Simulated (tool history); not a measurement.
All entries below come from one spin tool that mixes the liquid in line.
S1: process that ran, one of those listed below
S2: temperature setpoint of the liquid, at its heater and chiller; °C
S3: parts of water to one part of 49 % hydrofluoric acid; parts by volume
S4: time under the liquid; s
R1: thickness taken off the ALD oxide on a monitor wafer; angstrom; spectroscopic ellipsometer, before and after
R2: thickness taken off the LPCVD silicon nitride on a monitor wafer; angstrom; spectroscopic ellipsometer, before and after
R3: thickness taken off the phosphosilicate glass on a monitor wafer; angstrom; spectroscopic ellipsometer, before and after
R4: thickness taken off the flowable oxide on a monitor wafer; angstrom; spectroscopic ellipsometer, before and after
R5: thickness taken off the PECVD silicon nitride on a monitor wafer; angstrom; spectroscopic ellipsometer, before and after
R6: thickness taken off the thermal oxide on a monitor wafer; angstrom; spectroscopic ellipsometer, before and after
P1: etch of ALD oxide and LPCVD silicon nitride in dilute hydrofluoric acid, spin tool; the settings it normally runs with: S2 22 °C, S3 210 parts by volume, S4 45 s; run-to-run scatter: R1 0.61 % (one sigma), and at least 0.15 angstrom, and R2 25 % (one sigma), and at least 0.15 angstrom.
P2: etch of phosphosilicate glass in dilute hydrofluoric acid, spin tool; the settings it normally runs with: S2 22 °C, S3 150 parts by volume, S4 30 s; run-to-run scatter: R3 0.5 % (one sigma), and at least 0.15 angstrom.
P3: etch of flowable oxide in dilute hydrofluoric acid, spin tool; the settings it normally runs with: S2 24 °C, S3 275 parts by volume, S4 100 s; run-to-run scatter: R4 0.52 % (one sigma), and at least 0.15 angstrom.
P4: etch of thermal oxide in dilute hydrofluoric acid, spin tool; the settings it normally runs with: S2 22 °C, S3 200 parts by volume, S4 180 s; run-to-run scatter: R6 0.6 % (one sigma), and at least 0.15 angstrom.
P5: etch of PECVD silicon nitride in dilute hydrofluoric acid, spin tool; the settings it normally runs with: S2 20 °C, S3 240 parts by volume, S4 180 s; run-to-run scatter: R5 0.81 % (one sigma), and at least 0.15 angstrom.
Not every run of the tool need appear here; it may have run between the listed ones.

run,hour,S1,S2,S3,S4,R1,R2,R3,R4,R5,R6
1,6.3,P1,22,210,45,41.406,1.4129,,,,
2,11.6,P2,22,150,30,,,124.35,,,
3,18.8,P1,22,210,45,41.595,1.1037,,,,
4,28.5,P2,22,40,30,,,527.76,,,
5,35.5,P1,26,210,45,47.412,1.433,,,,
6,41.1,P3,24,275,165,,,,199.22,,
7,48.4,P1,22,375,75,32.724,0.9793,,,,
8,54.9,P2,22,150,15,,,61.734,,,
9,63.7,P1,22,210,45,41.071,0.52952,,,,
10,69.6,P1,22,130,45,73.559,1.2151,,,,
11,77.6,P5,20,240,180,,,,,34.303,
12,85,P3,24,275,100,,,,121.03,,
13,91.4,P1,22,210,85,77.867,2.9299,,,,
14,97,P2,22,150,30,,,123.8,,,
15,102.3,P4,17.5,200,180,,,,,,29.478
16,108.5,P1,22,340,45,22.852,0.40112,,,,
17,113.6,P5,20,375,180,,,,,22.735,
18,119.8,P1,18,210,45,35.528,0.72109,,,,
19,124.2,P4,22,355,180,,,,,,16.793
20,130,P4,22,200,180,,,,,,34.726
21,134.8,P1,29.5,350,45,27.68,1.0988,,,,
22,141.5,P3,24,135,100,,,,286.24,,
23,149.5,P1,22,210,45,40.631,1.1826,,,,
24,154.1,P1,22,210,45,41.613,1.4011,,,,
25,163.1,P5,20,240,180,,,,,34.614,
26,167.3,P5,20,240,345,,,,,66.198,
27,172.1,P5,17,240,180,,,,,28.443,
28,181.5,P2,27.5,150,30,,,153.18,,,
29,188.4,P1,22,210,45,41.456,0.80966,,,,
30,197.1,P3,32,275,100,,,,158.59,,
31,201.7,P1,22,210,20,18.587,0.27975,,,,
32,208.7,P4,22,200,265,,,,,,52.92
33,216.4,P1,29,360,45,26.264,1.6105,,,,
34,225.2,P1,22,210,45,41.424,0.73989,,,,
35,234.2,P1,22,210,45,41.663,1.4691,,,,
36,240.7,P1,22,210,45,42.423,1.3491,,,,
37,246.1,P1,22,210,45,42.947,1.425,,,,
38,254.6,P1,22,210,45,43.598,1.2314,,,,
39,262.2,P1,22,210,45,43.936,1.5162,,,,
40,267.9,P1,22,210,45,44.655,1.4185,,,,
41,275.4,P1,22,210,45,44.254,0.78211,,,,
42,282.5,P1,22,210,45,44.235,0.55354,,,,
43,289,P1,22,210,45,44.156,1.0049,,,,

Something has made what P1 gives creep away from where it was; the 2 causes below, each at its own stated size, fit the log equally well:
A: hydrofluoric acid flow above the setpoint (%) = 6.27
B: liquid hotter than its thermometer reads (K) = 1.98
The creep began at about hour 234.2.

4 check runs are offered, one wafer each, their results left as question marks. Which one tells the causes apart?
check 1,295.5,P2,22,150,30,,,?,,,
check 2,295.5,P3,24,275,100,,,,?,,
check 3,295.5,P4,22,200,180,,,,,,?
check 4,295.5,P5,20,240,180,,,,,?,

How each check would come out, cause by cause:
check,result,if A,if B
check 1,R3,132.61,133.41
check 2,R4,130.64,129.58
check 3,R6,37.965,38.003
check 4,R5,36.677,39.259
Distance between the nearest two causes, measured in the result of the check that separates them most: check 1 0.59 %; check 2 0.81 %; check 3 0.1 %; check 4 6.8 %
The other checks would show nearly matching results whichever cause is true, so check 4 is the only one that separates the causes.

After running check 4, the following was obtained: R5 39.562 angstrom. Which cause does this point to?

It was cause B: liquid hotter than its thermometer reads (K).

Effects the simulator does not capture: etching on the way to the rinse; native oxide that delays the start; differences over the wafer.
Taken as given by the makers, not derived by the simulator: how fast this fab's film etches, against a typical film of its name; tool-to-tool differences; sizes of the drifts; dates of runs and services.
